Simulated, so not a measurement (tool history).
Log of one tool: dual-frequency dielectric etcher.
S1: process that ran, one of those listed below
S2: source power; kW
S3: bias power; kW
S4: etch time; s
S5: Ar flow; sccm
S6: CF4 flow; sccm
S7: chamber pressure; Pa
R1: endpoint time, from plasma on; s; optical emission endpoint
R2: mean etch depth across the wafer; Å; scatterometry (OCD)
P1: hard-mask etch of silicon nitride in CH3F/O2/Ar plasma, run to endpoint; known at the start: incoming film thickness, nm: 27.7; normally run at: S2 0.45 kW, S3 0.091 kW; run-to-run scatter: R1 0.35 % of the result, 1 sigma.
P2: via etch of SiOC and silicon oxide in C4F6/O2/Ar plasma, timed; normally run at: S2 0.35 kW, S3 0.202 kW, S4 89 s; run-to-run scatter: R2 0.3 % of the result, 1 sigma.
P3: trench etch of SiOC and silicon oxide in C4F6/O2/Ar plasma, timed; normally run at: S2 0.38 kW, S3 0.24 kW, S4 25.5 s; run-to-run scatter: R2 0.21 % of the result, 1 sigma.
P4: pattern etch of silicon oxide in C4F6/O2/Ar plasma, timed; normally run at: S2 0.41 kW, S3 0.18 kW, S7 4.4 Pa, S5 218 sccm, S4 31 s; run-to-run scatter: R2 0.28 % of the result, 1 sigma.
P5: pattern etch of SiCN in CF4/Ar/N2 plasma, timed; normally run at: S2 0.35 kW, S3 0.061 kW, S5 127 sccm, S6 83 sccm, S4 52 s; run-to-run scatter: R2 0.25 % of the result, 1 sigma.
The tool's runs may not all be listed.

Run 1, hour 15.4: S1 P1, S2 0.45 kW, S3 0.091 kW. Result: R1 35.077 s.
Run 2, hour 24.9: S1 P3, S2 0.38 kW, S3 0.24 kW, S4 25.5 s. Result: R2 537.87 Å.
Run 3, hour 39.7: S1 P1, S2 0.45 kW, S3 0.064 kW. Result: R1 39.665 s.
At hour 52.9: wet clean of the chamber.
Run 4, hour 56.4: S1 P5, S2 0.35 kW, S3 0.05 kW, S4 52 s, S5 127 sccm, S6 83 sccm. Result: R2 311.91 Å.
Run 5, hour 68.3: S1 P3, S2 0.38 kW, S3 0.24 kW, S4 38 s. Result: R2 798.87 Å.
Run 6, hour 84.9: S1 P1, S2 0.45 kW, S3 0.091 kW. Result: R1 35.241 s.
Run 7, hour 95.6: S1 P1, S2 0.56 kW, S3 0.091 kW. Result: R1 32.437 s.
Run 8, hour 105.2: S1 P1, S2 0.45 kW, S3 0.091 kW. Result: R1 35.023 s.
Run 9, hour 117.6: S1 P1, S2 0.45 kW, S3 0.125 kW. Result: R1 30.984 s.
Run 10, hour 133.7: S1 P4, S2 0.41 kW, S3 0.112 kW, S4 31 s, S5 218 sccm, S7 4.4 Pa. Result: R2 889.75 Å.
Run 11, hour 143.5: S1 P4, S2 0.41 kW, S3 0.18 kW, S4 24 s, S5 218 sccm, S7 4.4 Pa. Result: R2 797.56 Å.
Run 12, hour 156.4: S1 P5, S2 0.35 kW, S3 0.061 kW, S4 52 s, S5 127 sccm, S6 83 sccm. Result: R2 334.45 Å.
Run 13, hour 171: S1 P3, S2 0.38 kW, S3 0.162 kW, S4 25.5 s. Result: R2 472.49 Å.
Run 14, hour 179.6: S1 P4, S2 0.57 kW, S3 0.18 kW, S4 31 s, S5 218 sccm, S7 4.4 Pa. Result: R2 1171.8 Å.
Run 15, hour 190.9: S1 P5, S2 0.43 kW, S3 0.061 kW, S4 52 s, S5 127 sccm, S6 83 sccm. Result: R2 399.87 Å.
Run 16, hour 208.5: S1 P3, S2 0.3 kW, S3 0.24 kW, S4 25.5 s. Result: R2 490.18 Å.
Run 17, hour 220.8: S1 P1, S2 0.31 kW, S3 0.091 kW. Result: R1 40.42 s.
Run 18, hour 233.3: S1 P1, S2 0.35 kW, S3 0.063 kW. Result: R1 43.886 s.
Run 19, hour 245: S1 P4, S2 0.41 kW, S3 0.18 kW, S4 31 s, S5 267 sccm, S7 4.4 Pa. Result: R2 1013.3 Å.
Run 20, hour 261.1: S1 P5, S2 0.35 kW, S3 0.061 kW, S4 52 s, S5 127 sccm, S6 50 sccm. Result: R2 305.75 Å.
Run 21, hour 276.6: S1 P2, S2 0.35 kW, S3 0.202 kW, S4 50.5 s. Result: R2 570.84 Å.
Run 22, hour 291.5: S1 P5, S2 0.35 kW, S3 0.061 kW, S4 52 s, S5 127 sccm, S6 83 sccm. Result: R2 333.31 Å.
Run 23, hour 299.4: S1 P1, S2 0.45 kW, S3 0.091 kW. Result: R1 34.955 s.
Run 24, hour 316.3: S1 P5, S2 0.35 kW, S3 0.061 kW, S4 74 s, S5 127 sccm, S6 83 sccm. Result: R2 475.76 Å.
Run 25, hour 327.1: S1 P1, S2 0.45 kW, S3 0.091 kW. Result: R1 35.176 s.
Run 26, hour 342.6: S1 P2, S2 0.35 kW, S3 0.202 kW, S4 89 s. Result: R2 1008.5 Å.
Run 27, hour 353.3: S1 P4, S2 0.41 kW, S3 0.18 kW, S4 31 s, S5 218 sccm, S7 4.4 Pa. Result: R2 1035.6 Å.
Run 28, hour 361.8: S1 P5, S2 0.35 kW, S3 0.061 kW, S4 52 s, S5 87 sccm, S6 83 sccm. Result: R2 353.09 Å.
Run 29, hour 376.9: S1 P2, S2 0.44 kW, S3 0.202 kW, S4 89 s. Result: R2 1110.4 Å.
Run 30, hour 390.5: S1 P2, S2 0.35 kW, S3 0.154 kW, S4 89 s. Result: R2 918.42 Å.
Run 31, hour 405.7: S1 P4, S2 0.41 kW, S3 0.18 kW, S4 31 s, S5 218 sccm, S7 3.4 Pa. Result: R2 1064.9 Å.
Run 32, hour 420.3: S1 P1, S2 0.45 kW, S3 0.091 kW. Result: R1 34.978 s.
Run 33, hour 435.3: S1 P1, S2 0.45 kW, S3 0.091 kW. Result: R1 35.273 s.

The next listed run, before its measurement:
Run 34, hour 450.5: S1 P1, S2 0.45 kW, S3 0.091 kW. Result: R1 ?.

R1: 35.479 s
